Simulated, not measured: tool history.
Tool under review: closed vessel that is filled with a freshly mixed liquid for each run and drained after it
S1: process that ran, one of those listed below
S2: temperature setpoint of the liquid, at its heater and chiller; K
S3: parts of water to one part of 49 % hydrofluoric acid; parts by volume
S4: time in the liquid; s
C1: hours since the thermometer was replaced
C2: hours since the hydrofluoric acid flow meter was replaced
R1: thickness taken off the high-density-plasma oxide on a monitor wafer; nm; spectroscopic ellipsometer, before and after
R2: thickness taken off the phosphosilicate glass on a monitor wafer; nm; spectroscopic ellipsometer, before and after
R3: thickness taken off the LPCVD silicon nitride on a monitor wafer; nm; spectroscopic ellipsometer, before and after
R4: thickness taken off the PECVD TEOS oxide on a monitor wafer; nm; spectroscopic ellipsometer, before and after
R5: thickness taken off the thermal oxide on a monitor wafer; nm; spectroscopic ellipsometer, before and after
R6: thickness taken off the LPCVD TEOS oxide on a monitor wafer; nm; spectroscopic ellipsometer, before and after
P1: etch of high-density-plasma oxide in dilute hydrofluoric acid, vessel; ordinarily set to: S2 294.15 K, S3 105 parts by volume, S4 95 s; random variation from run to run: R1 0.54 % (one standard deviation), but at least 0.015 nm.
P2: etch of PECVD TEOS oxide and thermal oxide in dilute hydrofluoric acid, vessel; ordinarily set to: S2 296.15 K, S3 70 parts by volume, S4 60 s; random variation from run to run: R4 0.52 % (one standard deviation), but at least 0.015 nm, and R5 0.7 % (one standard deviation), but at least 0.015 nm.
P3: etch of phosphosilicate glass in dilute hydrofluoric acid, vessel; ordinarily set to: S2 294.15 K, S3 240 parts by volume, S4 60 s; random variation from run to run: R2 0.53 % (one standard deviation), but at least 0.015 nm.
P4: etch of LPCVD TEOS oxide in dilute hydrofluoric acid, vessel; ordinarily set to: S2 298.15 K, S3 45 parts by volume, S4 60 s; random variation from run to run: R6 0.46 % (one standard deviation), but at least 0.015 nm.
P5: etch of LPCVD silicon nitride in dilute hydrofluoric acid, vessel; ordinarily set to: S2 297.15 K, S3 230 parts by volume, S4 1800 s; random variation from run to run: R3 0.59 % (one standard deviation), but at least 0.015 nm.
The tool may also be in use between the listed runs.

run	hour	S1	S2	S3	S4	C1	C2	R1	R2	R3	R4	R5	R6
1	4.3	P1	294.15	105	95	203.4	437.0	5.8906					
2	10.2	P1	290.15	105	95	209.3	442.9	4.9561					
3	15.1	P1	294.15	105	40	214.2	447.8	2.4506					
4	18.5	P3	290.15	240	60	217.6	451.2		32.638				
5	24.3	P5	297.15	230	1800	223.4	457.0			4.11990			
6	30.6	P2	296.15	70	30	229.7	463.3				4.1648	1.9797	
7	35.7	P2	296.15	70	60	234.8	468.4				8.3114	4.0563	
8	42.1	P1	294.15	105	95	241.2	474.8	5.8695					
9	48.9	P4	298.15	45	60	248.0	481.6						68.267
10	54.8	P5	292.65	230	1800	253.9	487.5			3.09710			
11	61.1	P4	298.15	45	30	260.2	493.8						34.176
12	65.3	P1	294.15	150	95	264.4	498.0	3.9205					
13	72.5	P5	297.15	230	150	271.6	505.2			0.36001			
14	75.7	P5	297.15	230	1800	274.8	508.4			4.11130			
15	79.4	P2	292.65	70	60	278.5	512.1				7.2576	3.4738	
16	85.9	P1	290.15	65	95	285.0	518.6	8.4099					
17	90.7	P2	296.15	20	60	289.8	523.4				31.4340	14.9940	
18	96.5	P4	298.15	45	60	295.6	529.2						68.726
19	100.5	P3	294.15	240	110	299.6	533.2		68.613				
20	105.7	P4	306.15	45	60	304.8	538.4						94.239
21	109.5	P4	298.15	75	60	308.6	542.2						39.411
22	116.4	P1	294.15	105	95	315.5	549.1	5.8338					
23	123.7	P3	294.15	240	60	322.8	556.4		37.683				
24	130.6	P1	294.15	105	155	329.7	563.3	9.4632					
25	136.8	P1	300.65	105	95	335.9	569.5	7.5161					
26	143.3	P3	294.15	55	60	342.4	576.0		200.630				
27	150.4	P5	297.15	385	1800	349.5	583.1			2.48180			
28	155.5	P1	294.15	55	95	354.6	588.2	11.7500					
29	158.8	P1	294.15	105	95	357.9	591.5	5.8803					
30	164.8	P1	294.15	105	95	363.9	597.5	5.8369					
31	171.4	P1	294.15	105	95	370.5	604.1	6.0386					
32	178.4	P1	294.15	105	95	377.5	611.1	6.1359					
33	185.2	P1	294.15	105	95	384.3	617.9	6.2678					
34	191.6	P1	294.15	105	95	390.7	624.3	6.3126					
35	198.0	P1	294.15	105	95	397.1	630.7	6.2991					
36	202.3	P1	294.15	105	95	401.4	635.0	6.3001					
37	207.5	P1	294.15	105	95	406.6	640.2	6.2916					
38	214.4	P1	294.15	105	95	413.5	647.1	6.3300					

What P1 gives has crept off from where it sat before. The 2 causes that follow fit the log equally well, each at the size noted:
A: liquid hotter than its thermometer reads (K) = 2.01
B: hydrofluoric acid flow above the setpoint (%) = 7.48
Creep in the process output first set in at about hour 164.8.

Consider the 4 check runs below, whose results appear as question marks and each of which averages 5 wafers. Which one distinguishes the causes, in that each cause would give it a clearly different result?
check 1	221.3	P4	301.65	70	60								?
check 2	221.3	P3	294.15	70	60				?				
check 3	221.3	P5	294.15	230	485					?			
check 4	221.3	P2	296.15	50	30						?	?	

What every check run would give for each of its results, assuming each possible cause in turn:
check	result	if A	if B
check 1	R6	52.719	52.793
check 2	R2	167.920	167.110
check 3	R3	1.04450	0.98586
check 4	R4	6.5397	6.5002
check 4	R5	3.1342	3.1153
Smallest distance between any two causes, each pair judged by its most separating result, in per cent: check 1 0.14 %; check 2 0.48 %; check 3 5.78 %; check 4 0.61 %
The causes can be told apart only by check 3. The other checks would give nearly the same results under each of them.

After running check 3, the following was obtained: R3 0.98899 nm. Which cause does this point to?

The cause is B: hydrofluoric acid flow above the setpoint (%).
